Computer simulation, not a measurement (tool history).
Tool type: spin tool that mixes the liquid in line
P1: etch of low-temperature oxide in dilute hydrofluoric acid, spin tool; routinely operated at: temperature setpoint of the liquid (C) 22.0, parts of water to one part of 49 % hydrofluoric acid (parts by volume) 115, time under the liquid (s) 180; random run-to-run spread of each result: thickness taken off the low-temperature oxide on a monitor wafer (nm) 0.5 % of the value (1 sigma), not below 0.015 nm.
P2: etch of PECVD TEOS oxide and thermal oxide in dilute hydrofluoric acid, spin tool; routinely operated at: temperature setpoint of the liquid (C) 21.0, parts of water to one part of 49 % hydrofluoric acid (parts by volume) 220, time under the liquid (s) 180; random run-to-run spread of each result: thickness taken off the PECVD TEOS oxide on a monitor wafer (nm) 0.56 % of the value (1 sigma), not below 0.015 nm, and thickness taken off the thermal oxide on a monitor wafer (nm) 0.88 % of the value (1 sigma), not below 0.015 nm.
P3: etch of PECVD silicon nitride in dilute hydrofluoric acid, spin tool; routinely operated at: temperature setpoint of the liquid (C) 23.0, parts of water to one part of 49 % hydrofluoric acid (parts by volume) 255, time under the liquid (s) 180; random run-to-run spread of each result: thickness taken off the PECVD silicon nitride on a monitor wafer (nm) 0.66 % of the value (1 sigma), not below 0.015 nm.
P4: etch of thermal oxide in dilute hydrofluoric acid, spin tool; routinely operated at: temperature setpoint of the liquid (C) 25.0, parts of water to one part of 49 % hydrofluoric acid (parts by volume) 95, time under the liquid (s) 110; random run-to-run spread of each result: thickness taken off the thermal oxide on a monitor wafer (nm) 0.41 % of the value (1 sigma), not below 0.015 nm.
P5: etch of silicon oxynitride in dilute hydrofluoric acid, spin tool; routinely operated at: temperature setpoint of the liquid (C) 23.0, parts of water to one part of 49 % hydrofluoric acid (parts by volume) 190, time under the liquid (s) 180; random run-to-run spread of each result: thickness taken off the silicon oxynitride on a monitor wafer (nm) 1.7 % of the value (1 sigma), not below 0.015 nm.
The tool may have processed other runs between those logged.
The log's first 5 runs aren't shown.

run	day	process that ran	temperature setpoint of the liquid (C)	parts of water to one part of 49 % hydrofluoric acid (parts by volume)	time under the liquid (s)	thickness taken off the low-temperature oxide on a monitor wafer (nm)	thickness taken off the PECVD silicon nitride on a monitor wafer (nm)	thickness taken off the PECVD TEOS oxide on a monitor wafer (nm)	thickness taken off the thermal oxide on a monitor wafer (nm)	thickness taken off the silicon oxynitride on a monitor wafer (nm)
6	2.696	P4	25.0	165	110				3.1251	
7	3.100	P3	29.5	255	180		5.0258			
8	3.588	P1	29.0	115	180	35.290				
9	4.067	P1	22.0	115	180	26.481				
10	4.329	P3	23.0	255	275		5.1557			
11	4.667	P1	17.0	115	180	21.682				
12	5.075	P4	25.0	95	110				5.8708	
# day 5.292: thermometer replaced
13	5.362	P4	25.0	95	45				2.3848	
14	5.812	P1	22.0	115	180	26.515				
15	6.354	P5	23.0	350	180					0.67701
16	6.662	P2	21.0	355	180			7.8452	1.5919	
17	7.129	P5	23.0	190	180					1.45890
18	7.529	P1	22.0	210	180	13.200				
19	8.042	P1	22.0	115	180	26.584				
20	8.379	P2	21.0	220	180			14.5520	2.9249	
21	8.783	P3	23.0	135	180		6.3343			
22	9.279	P1	22.0	60	275	83.416				
23	9.729	P1	22.0	115	180	26.760				

Run 24 has not been measured yet. What should we expect?
24	10.142	P1	22.0	115	355	?				

Run 24 came out at thickness taken off the low-temperature oxide on a monitor wafer (nm) 52.632.
